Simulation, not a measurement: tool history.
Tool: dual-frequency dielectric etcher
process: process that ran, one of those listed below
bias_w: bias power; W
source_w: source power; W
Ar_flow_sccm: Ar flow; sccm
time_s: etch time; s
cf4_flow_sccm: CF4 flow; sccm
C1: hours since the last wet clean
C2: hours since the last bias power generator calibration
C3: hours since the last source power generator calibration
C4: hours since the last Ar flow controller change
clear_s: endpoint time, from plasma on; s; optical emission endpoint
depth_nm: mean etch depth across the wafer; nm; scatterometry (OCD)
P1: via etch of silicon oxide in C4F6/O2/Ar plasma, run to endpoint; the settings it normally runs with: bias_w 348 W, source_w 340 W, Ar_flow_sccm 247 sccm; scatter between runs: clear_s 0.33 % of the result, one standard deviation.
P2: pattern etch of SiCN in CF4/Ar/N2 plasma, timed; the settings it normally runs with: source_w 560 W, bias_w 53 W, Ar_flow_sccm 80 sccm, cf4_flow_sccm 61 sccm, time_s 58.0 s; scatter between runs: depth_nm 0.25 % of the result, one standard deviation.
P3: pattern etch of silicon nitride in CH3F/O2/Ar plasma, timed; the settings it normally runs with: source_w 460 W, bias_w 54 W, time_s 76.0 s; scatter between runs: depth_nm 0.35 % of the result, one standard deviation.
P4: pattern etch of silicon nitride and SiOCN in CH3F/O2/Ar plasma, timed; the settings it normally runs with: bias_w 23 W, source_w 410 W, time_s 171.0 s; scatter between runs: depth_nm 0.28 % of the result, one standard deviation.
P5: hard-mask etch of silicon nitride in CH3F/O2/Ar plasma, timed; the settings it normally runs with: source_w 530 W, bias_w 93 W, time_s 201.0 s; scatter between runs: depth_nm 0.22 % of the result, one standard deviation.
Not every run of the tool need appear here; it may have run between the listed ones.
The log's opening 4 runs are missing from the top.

Run 5, day 2.504: process P2, bias_w 31 W, source_w 560 W, Ar_flow_sccm 80 sccm, time_s 58.0 s, cf4_flow_sccm 61 sccm; C1 138.4; C2 738.2; C3 718.1; C4 2116.4. Result: depth_nm 46.726 nm.
Run 6, day 3.071: process P1, bias_w 348 W, source_w 340 W, Ar_flow_sccm 344 sccm; C1 152.0; C2 751.8; C3 731.7; C4 2130.0. Result: clear_s 28.736 s.
Run 7, day 3.846: process P3, bias_w 54 W, source_w 300 W, time_s 76.0 s; C1 170.6; C2 770.4; C3 750.3; C4 2148.6. Result: depth_nm 43.845 nm.
At day 4.079: bias power generator calibrated.
Run 8, day 4.592: process P4, bias_w 23 W, source_w 410 W, time_s 113.5 s; C1 188.5; C2 12.3; C3 768.2; C4 2166.5. Result: depth_nm 15.398 nm.
Run 9, day 5.121: process P1, bias_w 348 W, source_w 440 W, Ar_flow_sccm 247 sccm; C1 201.2; C2 25.0; C3 780.9; C4 2179.2. Result: clear_s 25.202 s.
Run 10, day 5.804: process P5, bias_w 131 W, source_w 530 W, time_s 201.0 s; C1 217.6; C2 41.4; C3 797.3; C4 2195.6. Result: depth_nm 195.680 nm.
Run 11, day 6.300: process P4, bias_w 23 W, source_w 410 W, time_s 171.0 s; C1 229.5; C2 53.3; C3 809.2; C4 2207.5. Result: depth_nm 23.160 nm.
Run 12, day 7.096: process P2, bias_w 53 W, source_w 560 W, Ar_flow_sccm 80 sccm, time_s 58.0 s, cf4_flow_sccm 37 sccm; C1 248.6; C2 72.4; C3 828.3; C4 2226.6. Result: depth_nm 50.370 nm.
Run 13, day 7.504: process P4, bias_w 23 W, source_w 530 W, time_s 171.0 s; C1 258.4; C2 82.2; C3 838.1; C4 2236.4. Result: depth_nm 25.229 nm.
Run 14, day 8.012: process P3, bias_w 54 W, source_w 460 W, time_s 76.0 s; C1 270.6; C2 94.4; C3 850.3; C4 2248.6. Result: depth_nm 51.746 nm.
Run 15, day 8.746: process P1, bias_w 282 W, source_w 340 W, Ar_flow_sccm 247 sccm; C1 288.2; C2 112.0; C3 867.9; C4 2266.2. Result: clear_s 29.723 s.
Run 16, day 9.533: process P2, bias_w 53 W, source_w 780 W, Ar_flow_sccm 80 sccm, time_s 58.0 s, cf4_flow_sccm 61 sccm; C1 307.1; C2 130.9; C3 886.8; C4 2285.1. Result: depth_nm 74.115 nm.
Run 17, day 10.333: process P5, bias_w 93 W, source_w 530 W, time_s 201.0 s; C1 326.3; C2 150.1; C3 906.0; C4 2304.3. Result: depth_nm 172.650 nm.
Run 18, day 10.925: process P1, bias_w 348 W, source_w 230 W, Ar_flow_sccm 247 sccm; C1 340.5; C2 164.3; C3 920.2; C4 2318.5. Result: clear_s 31.803 s.
Run 19, day 11.504: process P5, bias_w 93 W, source_w 530 W, time_s 145.5 s; C1 354.4; C2 178.2; C3 934.1; C4 2332.4. Result: depth_nm 125.400 nm.
Run 20, day 12.271: process P1, bias_w 348 W, source_w 340 W, Ar_flow_sccm 247 sccm; C1 372.8; C2 196.6; C3 952.5; C4 2350.8. Result: clear_s 27.649 s.
Run 21, day 12.779: process P1, bias_w 431 W, source_w 340 W, Ar_flow_sccm 247 sccm; C1 385.0; C2 208.8; C3 964.7; C4 2363.0. Result: clear_s 25.519 s.
Run 22, day 13.371: process P5, bias_w 93 W, source_w 380 W, time_s 201.0 s; C1 399.2; C2 223.0; C3 978.9; C4 2377.2. Result: depth_nm 152.730 nm.
Run 23, day 13.808: process P2, bias_w 53 W, source_w 560 W, Ar_flow_sccm 80 sccm, time_s 58.0 s, cf4_flow_sccm 61 sccm; C1 409.7; C2 233.5; C3 989.4; C4 2387.7. Result: depth_nm 54.899 nm.
Run 24, day 14.379: process P1, bias_w 348 W, source_w 340 W, Ar_flow_sccm 247 sccm; C1 423.4; C2 247.2; C3 1003.1; C4 2401.4. Result: clear_s 27.533 s.
Run 25, day 15.146: process P1, bias_w 348 W, source_w 340 W, Ar_flow_sccm 247 sccm; C1 441.8; C2 265.6; C3 1021.5; C4 2419.8. Result: clear_s 27.583 s.
Run 26, day 15.929: process P3, bias_w 54 W, source_w 460 W, time_s 104.5 s; C1 460.6; C2 284.4; C3 1040.3; C4 2438.6. Result: depth_nm 71.056 nm.
Run 27, day 16.408: process P1, bias_w 348 W, source_w 340 W, Ar_flow_sccm 247 sccm; C1 472.1; C2 295.9; C3 1051.8; C4 2450.1. Result: clear_s 27.653 s.
At day 16.583: wet clean of the chamber.
Run 28, day 16.854: process P2, bias_w 53 W, source_w 560 W, Ar_flow_sccm 80 sccm, time_s 39.0 s, cf4_flow_sccm 61 sccm; C1 6.6; C2 306.6; C3 1062.5; C4 2460.8. Result: depth_nm 36.785 nm.

The next listed run, before its measurement:
Run 29, day 17.350: process P1, bias_w 232 W, source_w 280 W, Ar_flow_sccm 247 sccm; C1 18.5; C2 318.5; C3 1074.4; C4 2472.7. Result: clear_s ?.

{"run 29": {"clear_s": 34.16}}

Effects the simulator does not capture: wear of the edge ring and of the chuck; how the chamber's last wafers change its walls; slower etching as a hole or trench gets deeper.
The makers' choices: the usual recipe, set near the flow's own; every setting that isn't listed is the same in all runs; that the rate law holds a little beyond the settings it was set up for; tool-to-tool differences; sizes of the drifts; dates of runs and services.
